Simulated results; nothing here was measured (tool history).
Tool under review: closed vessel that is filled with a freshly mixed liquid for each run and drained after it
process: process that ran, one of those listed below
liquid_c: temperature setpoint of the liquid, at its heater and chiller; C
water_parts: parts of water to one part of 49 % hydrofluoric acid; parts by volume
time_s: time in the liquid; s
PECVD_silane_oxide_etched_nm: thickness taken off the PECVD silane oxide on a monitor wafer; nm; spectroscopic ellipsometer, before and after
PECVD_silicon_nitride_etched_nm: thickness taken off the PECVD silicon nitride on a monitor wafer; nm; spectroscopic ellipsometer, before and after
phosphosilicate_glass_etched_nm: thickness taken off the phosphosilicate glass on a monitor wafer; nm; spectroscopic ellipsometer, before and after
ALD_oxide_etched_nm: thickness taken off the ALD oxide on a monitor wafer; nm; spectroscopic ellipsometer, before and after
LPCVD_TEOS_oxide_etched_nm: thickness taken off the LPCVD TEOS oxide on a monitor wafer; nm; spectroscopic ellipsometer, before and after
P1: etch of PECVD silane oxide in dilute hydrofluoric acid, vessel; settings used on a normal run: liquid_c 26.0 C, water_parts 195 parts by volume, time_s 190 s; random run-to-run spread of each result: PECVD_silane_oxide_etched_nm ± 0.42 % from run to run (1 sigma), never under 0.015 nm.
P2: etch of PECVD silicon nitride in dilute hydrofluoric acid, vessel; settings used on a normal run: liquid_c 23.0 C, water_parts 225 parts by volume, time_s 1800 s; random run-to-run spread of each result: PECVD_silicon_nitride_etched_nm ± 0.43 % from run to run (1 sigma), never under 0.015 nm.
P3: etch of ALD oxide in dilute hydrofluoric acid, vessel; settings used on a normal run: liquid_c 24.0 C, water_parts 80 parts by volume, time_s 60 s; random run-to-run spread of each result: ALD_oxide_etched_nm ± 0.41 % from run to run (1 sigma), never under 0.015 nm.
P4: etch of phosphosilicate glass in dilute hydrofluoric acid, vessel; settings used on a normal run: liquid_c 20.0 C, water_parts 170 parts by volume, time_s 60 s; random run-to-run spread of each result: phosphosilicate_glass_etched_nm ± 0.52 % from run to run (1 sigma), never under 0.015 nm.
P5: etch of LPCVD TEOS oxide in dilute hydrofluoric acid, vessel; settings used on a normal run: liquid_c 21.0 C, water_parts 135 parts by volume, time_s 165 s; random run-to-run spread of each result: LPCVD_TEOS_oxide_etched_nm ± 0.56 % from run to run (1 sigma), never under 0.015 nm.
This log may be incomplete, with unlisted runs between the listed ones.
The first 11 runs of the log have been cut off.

run,hour,process,liquid_c,water_parts,time_s,hours since the thermometer was replaced,hours since the hydrofluoric acid flow meter was replaced,PECVD_silane_oxide_etched_nm,PECVD_silicon_nitride_etched_nm,phosphosilicate_glass_etched_nm,ALD_oxide_etched_nm,LPCVD_TEOS_oxide_etched_nm
12,152.5,P2,23.0,225,1800,925.2,865.9,,24.293,,,
13,163.3,P1,33.0,195,190,936.0,876.7,40.757,,,,
14,179.0,P1,26.0,195,190,951.7,892.4,31.998,,,,
15,187.7,P4,20.0,40,60,960.4,901.1,,,138.640,,
16,200.6,P1,22.0,195,190,973.3,914.0,27.573,,,,
17,216.2,P1,34.0,195,115,988.9,929.6,25.466,,,,
18,227.3,P4,17.0,170,60,1000.0,940.7,,,24.664,,
19,235.9,P4,20.0,170,30,1008.6,949.3,,,14.021,,
20,245.2,P1,26.0,290,190,1017.9,958.6,19.395,,,,
21,261.4,P5,21.0,135,165,1034.1,974.8,,,,,58.301
22,273.0,P5,17.0,135,165,1045.7,986.4,,,,,49.354
23,283.6,P3,24.0,80,60,1056.3,997.0,,,,12.7700,
24,291.3,P1,26.0,195,190,1064.0,1004.7,31.724,,,,
25,301.0,P3,24.0,80,60,1073.7,1014.4,,,,12.7240,
26,315.0,P5,21.0,85,165,1087.7,1028.4,,,,,97.780

Expected results for the next run?
27,326.3,P4,20.0,170,60,1099.0,1039.7,,,?,,

phosphosilicate_glass_etched_nm: 28.084 nm

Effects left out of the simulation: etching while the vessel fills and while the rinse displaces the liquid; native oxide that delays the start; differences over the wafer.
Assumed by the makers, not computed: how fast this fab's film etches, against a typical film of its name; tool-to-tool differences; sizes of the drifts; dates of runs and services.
